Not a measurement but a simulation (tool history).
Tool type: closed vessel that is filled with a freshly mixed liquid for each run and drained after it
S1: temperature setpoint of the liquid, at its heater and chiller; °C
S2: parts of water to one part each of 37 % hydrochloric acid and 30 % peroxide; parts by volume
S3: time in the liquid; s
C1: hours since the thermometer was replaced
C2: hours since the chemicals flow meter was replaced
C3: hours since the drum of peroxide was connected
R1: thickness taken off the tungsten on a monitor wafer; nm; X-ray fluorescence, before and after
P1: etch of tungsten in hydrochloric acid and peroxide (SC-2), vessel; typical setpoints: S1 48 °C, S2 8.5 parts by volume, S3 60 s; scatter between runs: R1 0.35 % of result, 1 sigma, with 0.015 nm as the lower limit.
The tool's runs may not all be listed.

| run | day | S1 | S2 | S3 | C1 | C2 | C3 | R1 |
|---|---|---|---|---|---|---|---|---|
| 1 | 0.25 | 48 | 8.5 | 60 | 679.7 | 1421 | 559.2 | 19.061 |
| 2 | 0.475 | 64 | 8.5 | 60 | 685.1 | 1426.4 | 564.6 | 53.556 |
| 3 | 0.675 | 48 | 12 | 30 | 689.9 | 1431.2 | 569.4 | 7.1217 |
| 4 | 0.992 | 48 | 8.5 | 60 | 697.5 | 1438.8 | 577 | 18.98 |
| 5 | 1.208 | 48 | 8.5 | 60 | 702.7 | 1444 | 582.2 | 19.07 |
| 6 | 1.471 | 48 | 8.5 | 110 | 709 | 1450.3 | 588.5 | 34.916 |
| 7 | 1.667 | 48 | 8.5 | 30 | 713.7 | 1455 | 593.2 | 9.5109 |
| 8 | 2.004 | 48 | 14.5 | 60 | 721.8 | 1463.1 | 601.3 | 12.102 |
| 9 | 2.404 | 54.5 | 8.5 | 110 | 731.4 | 1472.7 | 610.9 | 53.926 |
| 10 | 2.633 | 48 | 4 | 60 | 736.9 | 1478.2 | 616.4 | 33.435 |
| 11 | 2.854 | 48 | 8.5 | 60 | 742.2 | 1483.5 | 621.7 | 19.018 |
|  | 3.079 | new drum of peroxide connected |
| 12 | 3.117 | 48 | 8.5 | 60 | 748.5 | 1489.8 | 1 | 19.086 |
| 13 | 3.488 | 48 | 8.5 | 60 | 757.4 | 1498.7 | 9.9 | 19.045 |
| 14 | 3.925 | 35 | 8.5 | 60 | 767.9 | 1509.2 | 20.4 | 7.6364 |
| 15 | 4.346 | 48 | 8.5 | 60 | 778 | 1519.3 | 30.5 | 18.952 |
| 16 | 4.583 | 48 | 8.5 | 60 | 783.7 | 1525 | 36.2 | 19.015 |
| 17 | 4.842 | 48 | 8.5 | 60 | 789.9 | 1531.2 | 42.4 | 19.483 |
| 18 | 5.246 | 48 | 8.5 | 60 | 799.6 | 1540.9 | 52.1 | 19.932 |
| 19 | 5.458 | 48 | 8.5 | 60 | 804.7 | 1546 | 57.2 | 20.073 |
| 20 | 5.829 | 48 | 8.5 | 60 | 813.6 | 1554.9 | 66.1 | 20.226 |
| 21 | 6.029 | 48 | 8.5 | 60 | 818.4 | 1559.7 | 70.9 | 20.373 |
| 22 | 6.296 | 48 | 8.5 | 60 | 824.8 | 1566.1 | 77.3 | 20.372 |
| 23 | 6.525 | 48 | 8.5 | 60 | 830.3 | 1571.6 | 82.8 | 20.568 |
| 24 | 6.775 | 48 | 8.5 | 60 | 836.3 | 1577.6 | 88.8 | 20.4 |
| 25 | 7.146 | 48 | 8.5 | 60 | 845.2 | 1586.5 | 97.7 | 20.484 |
| 26 | 7.442 | 48 | 8.5 | 60 | 852.3 | 1593.6 | 104.8 | 20.4 |
| 27 | 7.654 | 48 | 8.5 | 60 | 857.4 | 1598.7 | 109.9 | 20.629 |

P1 has crept away from where it was. The log is fitted equally well by each of these 2 causes, at the sizes shown:
A: liquid hotter than its thermometer reads (K) = 1.15
B: chemicals flow above the setpoint (%) = 10
The creep began at about day 4.583.
Why every other cause is out:
peroxide weaker than its label (%): at most 8, giving a -7.3 % change in R1: too small, or against the direction of the creep

Below are 4 check runs, each averaged over 2 wafers, with their results shown as question marks. Which of them would give clearly different results depending on which cause is behind the drift?
| check 1 | 7.867 | 48 | 14 | 30 |  |  |  | ? |
| check 2 | 7.867 | 61 | 8.5 | 30 |  |  |  | ? |
| check 3 | 7.867 | 35 | 4 | 60 |  |  |  | ? |
| check 4 | 7.867 | 48 | 13 | 60 |  |  |  | ? |

Expected result of each check under each candidate cause:
| check | result | if A | if B |
|---|---|---|---|
| check 1 | R1 | 6.7568 | 6.7943 |
| check 2 | R1 | 23.792 | 23.911 |
| check 3 | R1 | 14.535 | 14.226 |
| check 4 | R1 | 14.414 | 14.483 |
How far apart the two closest causes lie, in the result that separates them most: check 1 0.55 %; check 2 0.5 %; check 3 2.14 %; check 4 0.47 %
The other checks would show nearly matching results whichever cause is true, so check 3 is the only one that separates the causes.

Check 3 was carried out, with these results: R1 14.168 nm. Which of the listed causes is responsible?

B is the cause: chemicals flow above the setpoint (%).

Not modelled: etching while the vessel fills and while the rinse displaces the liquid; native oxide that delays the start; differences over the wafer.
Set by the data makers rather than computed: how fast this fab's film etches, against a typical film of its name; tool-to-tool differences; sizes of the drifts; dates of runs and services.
